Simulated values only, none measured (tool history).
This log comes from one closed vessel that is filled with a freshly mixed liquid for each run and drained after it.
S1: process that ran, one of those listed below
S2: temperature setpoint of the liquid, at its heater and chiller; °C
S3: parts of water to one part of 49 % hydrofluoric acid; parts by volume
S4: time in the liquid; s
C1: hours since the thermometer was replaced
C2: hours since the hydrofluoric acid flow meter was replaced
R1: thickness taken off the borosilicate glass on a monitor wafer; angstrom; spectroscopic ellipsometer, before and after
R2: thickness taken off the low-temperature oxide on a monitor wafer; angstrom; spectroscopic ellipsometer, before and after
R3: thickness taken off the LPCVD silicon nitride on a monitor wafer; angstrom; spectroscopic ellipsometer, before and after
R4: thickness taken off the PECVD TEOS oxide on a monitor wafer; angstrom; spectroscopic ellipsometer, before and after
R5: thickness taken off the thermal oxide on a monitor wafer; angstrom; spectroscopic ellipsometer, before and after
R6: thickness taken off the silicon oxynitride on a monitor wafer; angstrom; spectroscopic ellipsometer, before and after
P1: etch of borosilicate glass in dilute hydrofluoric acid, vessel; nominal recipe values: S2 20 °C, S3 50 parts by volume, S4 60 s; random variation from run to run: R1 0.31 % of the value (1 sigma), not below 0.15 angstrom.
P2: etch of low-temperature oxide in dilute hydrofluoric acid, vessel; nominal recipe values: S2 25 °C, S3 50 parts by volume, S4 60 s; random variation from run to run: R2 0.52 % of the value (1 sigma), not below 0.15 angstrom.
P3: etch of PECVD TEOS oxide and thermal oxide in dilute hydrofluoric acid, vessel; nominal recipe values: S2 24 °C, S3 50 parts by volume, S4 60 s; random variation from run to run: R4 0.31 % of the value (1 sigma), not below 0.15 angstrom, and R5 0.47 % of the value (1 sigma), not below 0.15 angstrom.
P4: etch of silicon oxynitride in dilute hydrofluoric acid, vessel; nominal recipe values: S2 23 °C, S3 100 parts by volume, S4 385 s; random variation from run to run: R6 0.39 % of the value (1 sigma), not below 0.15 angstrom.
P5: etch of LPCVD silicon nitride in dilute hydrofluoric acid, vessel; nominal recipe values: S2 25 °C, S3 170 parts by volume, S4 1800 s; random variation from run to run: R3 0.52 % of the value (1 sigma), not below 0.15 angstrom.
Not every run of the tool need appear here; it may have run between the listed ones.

run   hour  S1    S2   S3    S4     C1      C2      R1      R2      R3      R4      R5      R6
  1    9.7  P1    20   50    60  827.7   677.9  402.36
  2   20.7  P1    20   50    60  838.7   688.9  401.04
  3   31.4  P1    20   30    60  849.4   699.6  680.44
  4   40.1  P2    25   50    60  858.1   708.3          175.22
  5   45.5  P1    20   50    60  863.5   713.7   399.1
  6   52.4  P5    25  170   905  870.4   720.6                  25.566
  7   62.7  P5    25   90  1800  880.7   730.9                  95.722
  8   70.1  P2    25   50   110  888.1   738.3          316.31
      78.5  -- thermometer replaced
  9   80.1  P3    24   50    60    1.6   748.3                          257.87  58.238
 10   88.9  P5  17.5  170  1800   10.4   757.1                  30.895
 11   95.3  P4    17  100   385   16.8   763.5                                          41.737
 12    101  P4    23  165   385   22.5   769.2                                          32.016
 13    107  P4    23  100   385   28.5   775.2                                          55.198
 14  117.6  P1    17   50    30   39.1   785.8   175.5
 15  127.6  P1    20   50    60   49.1   795.8  398.78
 16  135.4  P1    20   50    30   56.9   803.6  199.45
 17  141.5  P2    33   50    60     63   809.7          235.28
 18  150.9  P1    20   50    60   72.4   819.1  398.44
 19  160.5  P3  28.5   50    60     82   828.7                          310.86      70
 20  170.8  P5    25  170  1800   92.3     839                  51.201
 21  181.8  P1    17   50    60  103.3     850  350.39
 22    190  P1  25.5   50    60  111.5   858.2  503.25
 23  200.1  P3    24   50    60  121.6   868.3                          258.21  58.158
 24  208.9  P5    25  170  1800  130.4   877.1                  50.778
 25  218.4  P3    24   50    95  139.9   886.6                           409.2  93.208
 26  226.9  P4    23  100   145  148.4   895.1                                          20.824
 27  237.5  P3    24   90    60    159   905.7                          136.21  30.741
 28  247.9  P2    25   20    60  169.4   916.1           445.7
 29  258.2  P1    20   50   115  179.7   926.4  761.16
 30  268.7  P1    20   85    60  190.2   936.9  226.55
 31  277.5  P1    20   50    60    199   945.7  402.76
 32  282.8  P1    20   50    60  204.3     951  408.87
 33  290.3  P1    20   50    60  211.8   958.5  413.29
 34    301  P1    20   50    60  222.5   969.2  423.31
 35  311.7  P1    20   50    60  233.2   979.9  429.52
 36  320.9  P1    20   50    60  242.4   989.1  433.74
 37  327.3  P1    20   50    60  248.8   995.5  434.59
 38  336.8  P1    20   50    60  258.3    1005  432.36
 39    346  P1    20   50    60  267.5  1014.2  434.77
 40  353.9  P1    20   50    60  275.4  1022.1  437.02
 41  362.4  P1    20   50    60  283.9  1030.6  435.85

Compared with where it was, what P1 gives has crept away. Each cause listed below fits the log as well as the rest, at the size given for it:
A: liquid hotter than its thermometer reads (K) = 2.07
B: hydrofluoric acid flow above the setpoint (%) = 8.59
The onset of the drift is placed at about hour 277.5.

Of the 4 check runs listed below, each run on one wafer and each result written as a question mark, which would let you distinguish the listed causes because they would give clearly different results?
check 1  370.9  P2  25   50    60               ?
check 2  370.9  P3  24   50    60                       ?   ?
check 3  370.9  P5  25  170  1800                   ?
check 4  370.9  P4  23  100   385                               ?

What each check would give under each cause:
  check  result    if A    if B
check 1      R2  187.59  188.36
check 2      R4  281.59  282.51
check 2      R5  63.471   63.68
check 3      R3  57.701  54.988
check 4      R6  61.178  60.631
Distance between the nearest two causes, measured in the result of the check that separates them most: check 1 0.41 %; check 2 0.33 %; check 3 4.81 %; check 4 0.9 %
Check 3 distinguishes between the causes, while the remaining checks would return nearly the same result for all of them.

Check 3 has now been run. It gave: R3 57.801 angstrom. Which of the candidate causes is it?

It was cause A: liquid hotter than its thermometer reads (K).
